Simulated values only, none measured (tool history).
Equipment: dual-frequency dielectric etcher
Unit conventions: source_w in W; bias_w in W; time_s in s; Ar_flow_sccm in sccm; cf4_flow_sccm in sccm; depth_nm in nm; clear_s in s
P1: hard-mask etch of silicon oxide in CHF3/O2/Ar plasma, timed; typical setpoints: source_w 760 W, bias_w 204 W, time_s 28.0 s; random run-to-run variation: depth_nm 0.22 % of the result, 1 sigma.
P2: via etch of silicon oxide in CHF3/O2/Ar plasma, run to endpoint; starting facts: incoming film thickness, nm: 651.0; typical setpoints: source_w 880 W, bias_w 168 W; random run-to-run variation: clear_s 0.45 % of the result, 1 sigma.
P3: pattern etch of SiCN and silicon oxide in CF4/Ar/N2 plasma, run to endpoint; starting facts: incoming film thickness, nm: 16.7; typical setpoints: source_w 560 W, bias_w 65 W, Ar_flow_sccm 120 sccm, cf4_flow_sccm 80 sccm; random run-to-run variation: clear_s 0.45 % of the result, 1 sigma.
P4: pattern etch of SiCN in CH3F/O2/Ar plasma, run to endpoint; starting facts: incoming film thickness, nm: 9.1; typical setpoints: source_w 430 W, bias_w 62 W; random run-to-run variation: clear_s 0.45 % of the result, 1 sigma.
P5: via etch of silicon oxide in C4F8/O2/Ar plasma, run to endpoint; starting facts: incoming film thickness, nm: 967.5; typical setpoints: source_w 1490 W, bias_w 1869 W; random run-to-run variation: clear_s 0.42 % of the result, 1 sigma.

| run | hour | process | source_w | bias_w | time_s | Ar_flow_sccm | cf4_flow_sccm | hours since the last wet clean | hours since the last source power generator calibration | hours since the last bias power generator calibration | depth_nm | clear_s |
|---|---|---|---|---|---|---|---|---|---|---|---|---|
| 1 | 3.1 | P1 | 760 | 204 | 28.0 |  |  | 70.3 | 2290.1 | 317.9 | 62.178 |  |
| 2 | 5.3 | P1 | 760 | 204 | 28.0 |  |  | 72.5 | 2292.3 | 320.1 | 62.377 |  |
| 3 | 8.8 | P1 | 760 | 204 | 17.0 |  |  | 76.0 | 2295.8 | 323.6 | 37.912 |  |
| 4 | 12.6 | P1 | 1010 | 204 | 28.0 |  |  | 79.8 | 2299.6 | 327.4 | 69.424 |  |
| 5 | 15.6 | P1 | 760 | 204 | 35.5 |  |  | 82.8 | 2302.6 | 330.4 | 79.351 |  |
| 6 | 19.5 | P2 | 570 | 168 |  |  |  | 86.7 | 2306.5 | 334.3 |  | 340.970 |
| 7 | 22.9 | P1 | 760 | 153 | 28.0 |  |  | 90.1 | 2309.9 | 337.7 | 56.900 |  |
| 8 | 26.9 | P1 | 880 | 124 | 28.0 |  |  | 94.1 | 2313.9 | 341.7 | 56.369 |  |
| 9 | 31.2 | P3 | 560 | 65 |  | 120 | 111 | 98.4 | 2318.2 | 346.0 |  | 16.173 |
| 10 | 33.7 | P4 | 430 | 62 |  |  |  | 100.9 | 2320.7 | 348.5 |  | 24.301 |
| 11 | 37.2 | P4 | 430 | 62 |  |  |  | 104.4 | 2324.2 | 352.0 |  | 24.222 |
| 12 | 40.3 | P5 | 1490 | 1869 |  |  |  | 107.5 | 2327.3 | 355.1 |  | 220.430 |
| 13 | 44.5 | P1 | 760 | 204 | 28.0 |  |  | 111.7 | 2331.5 | 359.3 | 62.317 |  |
| 14 | 48.5 | P1 | 600 | 204 | 28.0 |  |  | 115.7 | 2335.5 | 363.3 | 57.108 |  |
| 15 | 52.7 | P3 | 760 | 65 |  | 120 | 80 | 119.9 | 2339.7 | 367.5 |  | 12.879 |
| 16 | 55.0 | P5 | 1490 | 1869 |  |  |  | 122.2 | 2342.0 | 369.8 |  | 219.960 |
| 17 | 58.8 | P3 | 560 | 65 |  | 120 | 80 | 126.0 | 2345.8 | 373.6 |  | 17.010 |
| 18 | 63.1 | P1 | 460 | 133 | 28.0 |  |  | 130.3 | 2350.1 | 377.9 | 44.658 |  |
| 19 | 66.5 | P2 | 880 | 168 |  |  |  | 133.7 | 2353.5 | 381.3 |  | 290.740 |
| 20 | 69.4 | P5 | 1490 | 2340 |  |  |  | 136.6 | 2356.4 | 384.2 |  | 206.670 |
| 21 | 73.1 | P5 | 2100 | 1869 |  |  |  | 140.3 | 2360.1 | 387.9 |  | 190.860 |

Forecast run 22:
|  | 73.4 | source power generator calibrated |
| 22 | 77.3 | P1 | 600 | 241 | 28.0 |  |  | 144.5 | 3.9 | 392.1 | ? |  |

depth_nm: 60.531 nm

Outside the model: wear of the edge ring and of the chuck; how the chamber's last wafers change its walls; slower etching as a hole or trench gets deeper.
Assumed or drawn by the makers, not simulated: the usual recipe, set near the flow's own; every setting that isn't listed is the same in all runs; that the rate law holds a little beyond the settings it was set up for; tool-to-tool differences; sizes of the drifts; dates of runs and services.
